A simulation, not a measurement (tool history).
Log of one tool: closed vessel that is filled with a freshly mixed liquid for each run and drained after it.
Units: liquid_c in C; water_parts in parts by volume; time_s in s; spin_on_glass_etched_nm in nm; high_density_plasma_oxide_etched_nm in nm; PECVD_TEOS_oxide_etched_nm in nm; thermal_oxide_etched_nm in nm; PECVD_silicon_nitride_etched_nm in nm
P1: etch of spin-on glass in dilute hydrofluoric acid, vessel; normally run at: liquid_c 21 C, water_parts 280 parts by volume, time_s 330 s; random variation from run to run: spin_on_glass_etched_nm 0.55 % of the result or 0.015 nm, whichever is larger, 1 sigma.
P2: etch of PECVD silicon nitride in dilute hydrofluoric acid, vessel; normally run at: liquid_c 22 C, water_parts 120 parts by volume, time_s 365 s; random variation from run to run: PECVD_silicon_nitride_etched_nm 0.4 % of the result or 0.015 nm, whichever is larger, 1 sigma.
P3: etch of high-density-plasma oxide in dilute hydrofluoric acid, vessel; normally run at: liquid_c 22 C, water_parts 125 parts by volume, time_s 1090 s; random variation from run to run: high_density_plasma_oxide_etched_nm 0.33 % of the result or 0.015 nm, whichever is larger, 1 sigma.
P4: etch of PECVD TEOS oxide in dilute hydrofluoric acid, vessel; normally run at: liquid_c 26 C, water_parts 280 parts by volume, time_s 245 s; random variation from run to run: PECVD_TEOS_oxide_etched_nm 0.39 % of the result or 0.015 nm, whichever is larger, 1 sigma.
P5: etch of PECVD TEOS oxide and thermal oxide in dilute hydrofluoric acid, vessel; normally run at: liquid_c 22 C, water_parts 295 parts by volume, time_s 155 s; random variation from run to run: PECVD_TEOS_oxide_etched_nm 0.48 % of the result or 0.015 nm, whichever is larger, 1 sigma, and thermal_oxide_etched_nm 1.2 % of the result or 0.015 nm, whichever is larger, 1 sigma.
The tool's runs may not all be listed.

run	hour	process	liquid_c	water_parts	time_s	hours since the thermometer was replaced	hours since the hydrofluoric acid flow meter was replaced	spin_on_glass_etched_nm	high_density_plasma_oxide_etched_nm	PECVD_TEOS_oxide_etched_nm	thermal_oxide_etched_nm	PECVD_silicon_nitride_etched_nm
1	12.7	P1	21	280	330	681.8	426	33.015				
2	27.7	P3	22	125	1090	696.8	441		40.798			
3	46.2	P1	21	280	330	715.3	459.5	32.929				
4	58	P1	21	280	330	727.1	471.3	32.995				
5	72.1	P3	26	125	1090	741.2	485.4		47.546			
6	89.3	P3	22	125	1090	758.4	502.6		40.654			
7	103.6	P5	30	295	155	772.7	516.9			7.5482	2.5663	
8	113.9	P1	21	280	525	783	527.2	52.53				
9	124.3	P4	18.5	280	245	793.4	537.6			8.4677		
10	140.9	P1	25	280	110	810	554.2	12.801				
11	156.1	P2	30	120	365	825.2	569.4					15.866
12	173.8	P1	21	280	330	842.9	587.1	33.287				
13	188.3	P1	28.5	280	330	857.4	601.6	43.061				
14	201.5	P2	22	120	30	870.6	614.8					0.79978
15	212.9	P1	21	515	330	882	626.2	14.76				
16	222.5	P4	26	485	245	891.6	635.8			5.2761		
17	234.6	P1	21	280	160	903.7	647.9	16.074				
18	251.6	P5	22	65	155	920.7	664.9			33.398	11.427	
19	268.2	P1	21	280	330	937.3	681.5	32.833				
20	283	P4	26	280	245	952.1	696.3			11.103		
21	293.2	P3	22	125	2095	962.3	706.5		78.275			
22	311	P1	17	280	330	980.1	724.3	28.641				
23	319.2	P1	21	45	330	988.3	732.5	266.08				
24	337.8	P1	21	280	330	1006.9	751.1	33.201				
25	356.3	P4	26	280	40	1025.4	769.6			1.8078		
26	372.9	P5	22	295	275	1042	786.2			10.302	3.4441	
# hour 374.7: hydrofluoric acid flow meter replaced
27	383.6	P5	22	295	155	1052.7	9			5.7267	1.9776	
28	398.5	P2	22	120	365	1067.6	23.9					9.562
29	413.9	P3	22	190	1090	1083	39.3		24.891			
30	427.6	P2	22	20	365	1096.7	53					54.226

Run 31 comes next. What will it give?
31	437	P1	21	280	330	1106.1	62.4	?				

spin_on_glass_etched_nm: 33.045 nm
